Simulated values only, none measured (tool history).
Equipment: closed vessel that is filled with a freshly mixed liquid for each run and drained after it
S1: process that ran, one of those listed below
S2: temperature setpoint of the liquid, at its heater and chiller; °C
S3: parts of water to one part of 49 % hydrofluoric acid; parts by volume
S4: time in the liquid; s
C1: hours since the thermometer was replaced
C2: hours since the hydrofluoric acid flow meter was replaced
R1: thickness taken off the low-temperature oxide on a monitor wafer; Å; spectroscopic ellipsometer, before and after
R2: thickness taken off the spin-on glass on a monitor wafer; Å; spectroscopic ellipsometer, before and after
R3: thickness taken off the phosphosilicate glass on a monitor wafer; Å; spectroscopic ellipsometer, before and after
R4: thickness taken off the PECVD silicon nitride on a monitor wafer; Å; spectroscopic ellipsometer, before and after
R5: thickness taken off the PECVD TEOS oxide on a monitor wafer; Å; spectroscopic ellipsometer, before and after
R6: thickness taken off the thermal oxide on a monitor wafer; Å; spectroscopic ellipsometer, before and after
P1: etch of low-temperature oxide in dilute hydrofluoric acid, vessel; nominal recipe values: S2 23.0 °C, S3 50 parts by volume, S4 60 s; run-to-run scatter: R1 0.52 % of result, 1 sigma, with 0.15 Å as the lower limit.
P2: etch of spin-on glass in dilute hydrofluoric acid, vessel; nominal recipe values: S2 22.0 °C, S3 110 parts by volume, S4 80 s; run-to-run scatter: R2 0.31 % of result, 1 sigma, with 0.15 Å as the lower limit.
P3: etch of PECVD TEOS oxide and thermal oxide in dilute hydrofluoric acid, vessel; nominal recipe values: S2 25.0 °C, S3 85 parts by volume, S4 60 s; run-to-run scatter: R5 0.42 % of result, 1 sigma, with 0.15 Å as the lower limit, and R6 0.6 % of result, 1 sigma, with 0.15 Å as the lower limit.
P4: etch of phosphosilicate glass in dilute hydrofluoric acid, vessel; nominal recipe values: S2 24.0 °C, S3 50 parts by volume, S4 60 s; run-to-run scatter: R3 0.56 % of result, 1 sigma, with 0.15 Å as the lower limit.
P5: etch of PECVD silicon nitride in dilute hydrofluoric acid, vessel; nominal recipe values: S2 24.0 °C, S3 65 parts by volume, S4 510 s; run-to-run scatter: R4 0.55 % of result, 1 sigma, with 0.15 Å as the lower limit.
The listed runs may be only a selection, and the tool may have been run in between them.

{"run": 1, "hour": 9.6, "S1": "P1", "S2": 23.0, "S3": 50, "S4": 60, "C1": 287.1, "C2": 234.5, "R1": 153.03}
{"run": 2, "hour": 20.6, "S1": "P2", "S2": 17.0, "S3": 110, "S4": 80, "C1": 298.1, "C2": 245.5, "R2": 250.72}
{"run": 3, "hour": 30.7, "S1": "P4", "S2": 24.0, "S3": 50, "S4": 30, "C1": 308.2, "C2": 255.6, "R3": 1295.2}
{"run": 4, "hour": 45.3, "S1": "P4", "S2": 28.5, "S3": 50, "S4": 60, "C1": 322.8, "C2": 270.2, "R3": 3080.1}
{"run": 5, "hour": 53.8, "S1": "P5", "S2": 20.5, "S3": 65, "S4": 510, "C1": 331.3, "C2": 278.7, "R4": 358.16}
{"run": 6, "hour": 63.9, "S1": "P3", "S2": 25.0, "S3": 85, "S4": 60, "C1": 341.4, "C2": 288.8, "R5": 118.18, "R6": 33.522}
{"run": 7, "hour": 72.3, "S1": "P1", "S2": 23.0, "S3": 20, "S4": 60, "C1": 349.8, "C2": 297.2, "R1": 398.5}
{"run": 8, "hour": 78.8, "S1": "P2", "S2": 22.0, "S3": 110, "S4": 30, "C1": 356.3, "C2": 303.7, "R2": 114.8}
{"run": 9, "hour": 93.7, "S1": "P2", "S2": 22.0, "S3": 110, "S4": 80, "C1": 371.2, "C2": 318.6, "R2": 309.35}
{"run": 10, "hour": 101.0, "S1": "P1", "S2": 23.0, "S3": 50, "S4": 60, "C1": 378.5, "C2": 325.9, "R1": 153.02}
{"run": 11, "hour": 111.6, "S1": "P1", "S2": 23.0, "S3": 50, "S4": 60, "C1": 389.1, "C2": 336.5, "R1": 153.63}
{"run": 12, "hour": 124.1, "S1": "P1", "S2": 26.5, "S3": 50, "S4": 60, "C1": 401.6, "C2": 349.0, "R1": 177.76}
{"run": 13, "hour": 136.8, "S1": "P3", "S2": 25.0, "S3": 85, "S4": 30, "C1": 414.3, "C2": 361.7, "R5": 58.533, "R6": 17.16}
{"run": 14, "hour": 147.8, "S1": "P4", "S2": 24.0, "S3": 75, "S4": 60, "C1": 425.3, "C2": 372.7, "R3": 1652.3}
{"run": 15, "hour": 154.9, "S1": "P2", "S2": 22.0, "S3": 110, "S4": 80, "C1": 432.4, "C2": 379.8, "R2": 306.96}
{"run": 16, "hour": 168.3, "S1": "P5", "S2": 24.0, "S3": 90, "S4": 510, "C1": 445.8, "C2": 393.2, "R4": 326.77}
{"run": 17, "hour": 179.0, "S1": "P4", "S2": 24.0, "S3": 50, "S4": 60, "C1": 456.5, "C2": 403.9, "R3": 2579.9}
{"run": 18, "hour": 187.4, "S1": "P5", "S2": 24.0, "S3": 65, "S4": 185, "C1": 464.9, "C2": 412.3, "R4": 166.15}
{"run": 19, "hour": 198.1, "S1": "P1", "S2": 23.0, "S3": 50, "S4": 95, "C1": 475.6, "C2": 423.0, "R1": 242.75}
{"run": 20, "hour": 211.5, "S1": "P1", "S2": 23.0, "S3": 50, "S4": 60, "C1": 489.0, "C2": 436.4, "R1": 152.76}
{"run": 21, "hour": 221.7, "S1": "P1", "S2": 23.0, "S3": 25, "S4": 35, "C1": 499.2, "C2": 446.6, "R1": 184.35}
{"run": 22, "hour": 235.5, "S1": "P2", "S2": 22.0, "S3": 65, "S4": 80, "C1": 513.0, "C2": 460.4, "R2": 550.24}
{"run": 23, "hour": 244.2, "S1": "P3", "S2": 25.0, "S3": 85, "S4": 60, "C1": 521.7, "C2": 469.1, "R5": 116.99, "R6": 33.609}
{"run": 24, "hour": 252.7, "S1": "P5", "S2": 24.0, "S3": 65, "S4": 510, "C1": 530.2, "C2": 477.6, "R4": 451.08}
{"run": 25, "hour": 264.9, "S1": "P1", "S2": 23.0, "S3": 50, "S4": 60, "C1": 542.4, "C2": 489.8, "R1": 153.75}
{"run": 26, "hour": 279.6, "S1": "P1", "S2": 23.0, "S3": 75, "S4": 60, "C1": 557.1, "C2": 504.5, "R1": 98.938}
{"run": 27, "hour": 292.2, "S1": "P1", "S2": 18.5, "S3": 50, "S4": 60, "C1": 569.7, "C2": 517.1, "R1": 126.65}
{"run": 28, "hour": 305.8, "S1": "P1", "S2": 23.0, "S3": 65, "S4": 115, "C1": 583.3, "C2": 530.7, "R1": 221.98}
{"run": 29, "hour": 318.6, "S1": "P3", "S2": 25.0, "S3": 25, "S4": 60, "C1": 596.1, "C2": 543.5, "R5": 435.25, "R6": 123.79}
{"run": 30, "hour": 330.6, "S1": "P1", "S2": 23.0, "S3": 50, "S4": 60, "C1": 608.1, "C2": 555.5, "R1": 153.7}
{"run": 31, "hour": 345.4, "S1": "P1", "S2": 23.0, "S3": 50, "S4": 30, "C1": 622.9, "C2": 570.3, "R1": 76.964}
{"run": 32, "hour": 360.1, "S1": "P3", "S2": 29.5, "S3": 85, "S4": 60, "C1": 637.6, "C2": 585.0, "R5": 138.75, "R6": 40.136}
{"run": 33, "hour": 367.6, "S1": "P1", "S2": 23.0, "S3": 50, "S4": 60, "C1": 645.1, "C2": 592.5, "R1": 152.98}
{"run": 34, "hour": 376.9, "S1": "P1", "S2": 23.0, "S3": 50, "S4": 60, "C1": 654.4, "C2": 601.8, "R1": 148.25}
{"run": 35, "hour": 385.2, "S1": "P1", "S2": 23.0, "S3": 50, "S4": 60, "C1": 662.7, "C2": 610.1, "R1": 146.35}
{"run": 36, "hour": 398.5, "S1": "P1", "S2": 23.0, "S3": 50, "S4": 60, "C1": 676.0, "C2": 623.4, "R1": 141.19}
{"run": 37, "hour": 410.7, "S1": "P1", "S2": 23.0, "S3": 50, "S4": 60, "C1": 688.2, "C2": 635.6, "R1": 140.71}
{"run": 38, "hour": 423.8, "S1": "P1", "S2": 23.0, "S3": 50, "S4": 60, "C1": 701.3, "C2": 648.7, "R1": 141.5}
{"run": 39, "hour": 435.3, "S1": "P1", "S2": 23.0, "S3": 50, "S4": 60, "C1": 712.8, "C2": 660.2, "R1": 140.56}
{"run": 40, "hour": 442.2, "S1": "P1", "S2": 23.0, "S3": 50, "S4": 60, "C1": 719.7, "C2": 667.1, "R1": 139.98}

P1 no longer gives what it gave before; its output has crept away from where it was. The following 2 causes, each at its listed size, fit the log equally well:
A: liquid colder than its thermometer reads (K) = 2.15
B: hydrofluoric acid flow below the setpoint (%) = 8.08
The gradual shift began around hour 367.6.

Listed below are the offered check runs, one wafer per run, with question marks in place of results. For which of them would the causes give clearly different outcomes?
{"run": "check 1", "hour": 449.1, "S1": "P4", "S2": 28.0, "S3": 75, "S4": 60, "R3": "?"}
{"run": "check 2", "hour": 449.1, "S1": "P3", "S2": 29.5, "S3": 85, "S4": 30, "R5": "?", "R6": "?"}
{"run": "check 3", "hour": 449.1, "S1": "P2", "S2": 19.0, "S3": 110, "S4": 80, "R2": "?"}
{"run": "check 4", "hour": 449.1, "S1": "P5", "S2": 24.0, "S3": 85, "S4": 185, "R4": "?"}

Outcome of each check run for each possible cause:
check=check_1 result=R3 if_A=1794.0 if_B=1778.3
check=check_2 result=R5 if_A=64.457 if_B=63.686
check=check_2 result=R6 if_A=18.483 if_B=18.262
check=check_3 result=R2 if_A=249.20 if_B=247.91
check=check_4 result=R4 if_A=109.69 if_B=116.57
Per-check spread between the two closest causes, in the result where they differ most: check 1 0.88 %; check 2 1.2 %; check 3 0.52 %; check 4 6.08 %
Check 4 tells the causes apart: in the others they would give nearly the same result.

After running check 4, the following was obtained: R4 116.75 Å. Which cause does this point to?

It was cause B: hydrofluoric acid flow below the setpoint (%).

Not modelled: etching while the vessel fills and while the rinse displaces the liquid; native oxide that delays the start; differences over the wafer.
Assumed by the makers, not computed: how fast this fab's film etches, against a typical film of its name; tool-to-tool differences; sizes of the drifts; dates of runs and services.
